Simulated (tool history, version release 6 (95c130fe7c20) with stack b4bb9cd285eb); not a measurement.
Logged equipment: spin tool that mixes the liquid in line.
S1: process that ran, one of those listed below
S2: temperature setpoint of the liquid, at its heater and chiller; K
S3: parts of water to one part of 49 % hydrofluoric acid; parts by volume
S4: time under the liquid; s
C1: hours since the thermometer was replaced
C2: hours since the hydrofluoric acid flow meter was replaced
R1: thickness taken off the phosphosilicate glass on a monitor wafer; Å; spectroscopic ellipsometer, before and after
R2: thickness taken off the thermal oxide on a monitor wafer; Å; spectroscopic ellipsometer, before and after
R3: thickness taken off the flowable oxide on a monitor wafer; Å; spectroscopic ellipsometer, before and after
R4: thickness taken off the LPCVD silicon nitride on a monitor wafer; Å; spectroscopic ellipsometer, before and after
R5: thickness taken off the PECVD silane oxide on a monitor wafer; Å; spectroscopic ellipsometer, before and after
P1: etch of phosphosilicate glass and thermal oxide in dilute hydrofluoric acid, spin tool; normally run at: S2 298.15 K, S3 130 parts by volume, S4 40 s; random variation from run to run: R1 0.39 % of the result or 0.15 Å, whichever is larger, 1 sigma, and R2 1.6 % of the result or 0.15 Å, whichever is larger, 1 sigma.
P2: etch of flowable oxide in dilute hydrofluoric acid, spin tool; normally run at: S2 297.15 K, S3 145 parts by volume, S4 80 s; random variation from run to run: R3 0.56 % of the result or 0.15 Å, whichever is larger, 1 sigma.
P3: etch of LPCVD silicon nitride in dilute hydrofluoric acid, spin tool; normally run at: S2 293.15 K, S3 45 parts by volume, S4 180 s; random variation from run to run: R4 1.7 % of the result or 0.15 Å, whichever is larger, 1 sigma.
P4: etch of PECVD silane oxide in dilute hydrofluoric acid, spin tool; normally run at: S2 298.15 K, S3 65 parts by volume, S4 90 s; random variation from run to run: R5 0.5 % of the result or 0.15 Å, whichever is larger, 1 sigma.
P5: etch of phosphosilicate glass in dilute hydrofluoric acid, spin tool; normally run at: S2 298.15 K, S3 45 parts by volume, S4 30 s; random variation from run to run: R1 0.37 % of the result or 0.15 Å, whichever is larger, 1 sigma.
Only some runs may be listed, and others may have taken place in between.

| run | hour | S1 | S2 | S3 | S4 | C1 | C2 | R1 | R2 | R3 | R4 | R5 |
|---|---|---|---|---|---|---|---|---|---|---|---|---|
| 1 | 14.1 | P1 | 298.15 | 130 | 40 | 595.5 | 556.2 | 388.42 | 14.728 |  |  |  |
| 2 | 23.2 | P1 | 298.15 | 130 | 40 | 604.6 | 565.3 | 389.31 | 14.6 |  |  |  |
| 3 | 32 | P1 | 298.15 | 130 | 20 | 613.4 | 574.1 | 194.42 | 7.3196 |  |  |  |
| 4 | 45.9 | P2 | 297.15 | 145 | 45 | 627.3 | 588 |  |  | 170.69 |  |  |
| 5 | 55.6 | P2 | 290.15 | 145 | 80 | 637 | 597.7 |  |  | 228.1 |  |  |
| 6 | 69.8 | P3 | 300.65 | 45 | 180 | 651.2 | 611.9 |  |  |  | 25.745 |  |
| 7 | 78.6 | P3 | 293.15 | 45 | 260 | 660 | 620.7 |  |  |  | 22.426 |  |
| 8 | 89.4 | P5 | 305.65 | 45 | 30 | 670.8 | 631.5 | 1083.9 |  |  |  |  |
| 9 | 104.1 | P1 | 290.65 | 130 | 40 | 685.5 | 646.2 | 289.29 | 10.651 |  |  |  |
| 10 | 114.1 | P1 | 298.15 | 200 | 40 | 695.5 | 656.2 | 235.32 | 8.4326 |  |  |  |
| 11 | 128.4 | P4 | 298.15 | 65 | 90 | 709.8 | 670.5 |  |  |  |  | 223.66 |
| 12 | 136.2 | P2 | 297.15 | 235 | 80 | 717.6 | 678.3 |  |  | 169.33 |  |  |
| 13 | 144.1 | P5 | 298.15 | 45 | 30 | 725.5 | 686.2 | 807.43 |  |  |  |  |
| 14 | 154.8 | P3 | 293.15 | 45 | 180 | 736.2 | 696.9 |  |  |  | 15.625 |  |
| 15 | 166.3 | P1 | 298.15 | 130 | 40 | 747.7 | 708.4 | 388.98 | 14.402 |  |  |  |
| 16 | 178 | P1 | 298.15 | 130 | 40 | 759.4 | 720.1 | 390.84 | 14.454 |  |  |  |
| 17 | 187.9 | P5 | 298.15 | 45 | 30 | 769.3 | 730 | 805 |  |  |  |  |
| 18 | 196.3 | P1 | 290.15 | 130 | 60 | 777.7 | 738.4 | 427.5 | 15.314 |  |  |  |
| 19 | 203.1 | P3 | 293.15 | 20 | 180 | 784.5 | 745.2 |  |  |  | 33.7 |  |
| 20 | 215.5 | P4 | 306.15 | 65 | 90 | 796.9 | 757.6 |  |  |  |  | 308.43 |
| 21 | 223.7 | P5 | 298.15 | 80 | 30 | 805.1 | 765.8 | 432.92 |  |  |  |  |
| 22 | 234.2 | P1 | 298.15 | 130 | 40 | 815.6 | 776.3 | 390.55 | 14.899 |  |  |  |
| 23 | 248.9 | P2 | 297.15 | 145 | 80 | 830.3 | 791 |  |  | 305.44 |  |  |
| 24 | 261.7 | P1 | 298.15 | 130 | 80 | 843.1 | 803.8 | 783.15 | 28.935 |  |  |  |
| 25 | 273.4 | P5 | 298.15 | 45 | 15 | 854.8 | 815.5 | 402.16 |  |  |  |  |
| 26 | 287.8 | P1 | 298.15 | 80 | 40 | 869.2 | 829.9 | 671.67 | 24.34 |  |  |  |
| 27 | 302.7 | P4 | 298.15 | 65 | 165 | 884.1 | 844.8 |  |  |  |  | 409.77 |
| 28 | 317.6 | P4 | 298.15 | 30 | 90 | 899 | 859.7 |  |  |  |  | 507.02 |
| 29 | 324.7 | P1 | 302.15 | 130 | 40 | 906.1 | 866.8 | 454.69 | 16.678 |  |  |  |
| 30 | 337 | P1 | 298.15 | 130 | 40 | 918.4 | 879.1 | 392.2 | 14.866 |  |  |  |
| 31 | 349.2 | P1 | 298.15 | 130 | 40 | 930.6 | 891.3 | 377.23 | 14.19 |  |  |  |
| 32 | 356.6 | P1 | 298.15 | 130 | 40 | 938 | 898.7 | 373.15 | 13.993 |  |  |  |
| 33 | 363.8 | P1 | 298.15 | 130 | 40 | 945.2 | 905.9 | 367.33 | 13.966 |  |  |  |
| 34 | 375.9 | P1 | 298.15 | 130 | 40 | 957.3 | 918 | 364.16 | 13.507 |  |  |  |
| 35 | 386.3 | P1 | 298.15 | 130 | 40 | 967.7 | 928.4 | 359.99 | 13.192 |  |  |  |
| 36 | 401 | P1 | 298.15 | 130 | 40 | 982.4 | 943.1 | 358.49 | 13.047 |  |  |  |
| 37 | 414.7 | P1 | 298.15 | 130 | 40 | 996.1 | 956.8 | 357.05 | 13.758 |  |  |  |

Predict the results of run 38:
| 38 | 421.6 | P1 | 298.15 | 130 | 40 | 1003 | 963.7 | ? | ? |  |  |  |

{"run 38": {"R1": 358.53, "R2": 13.47}}
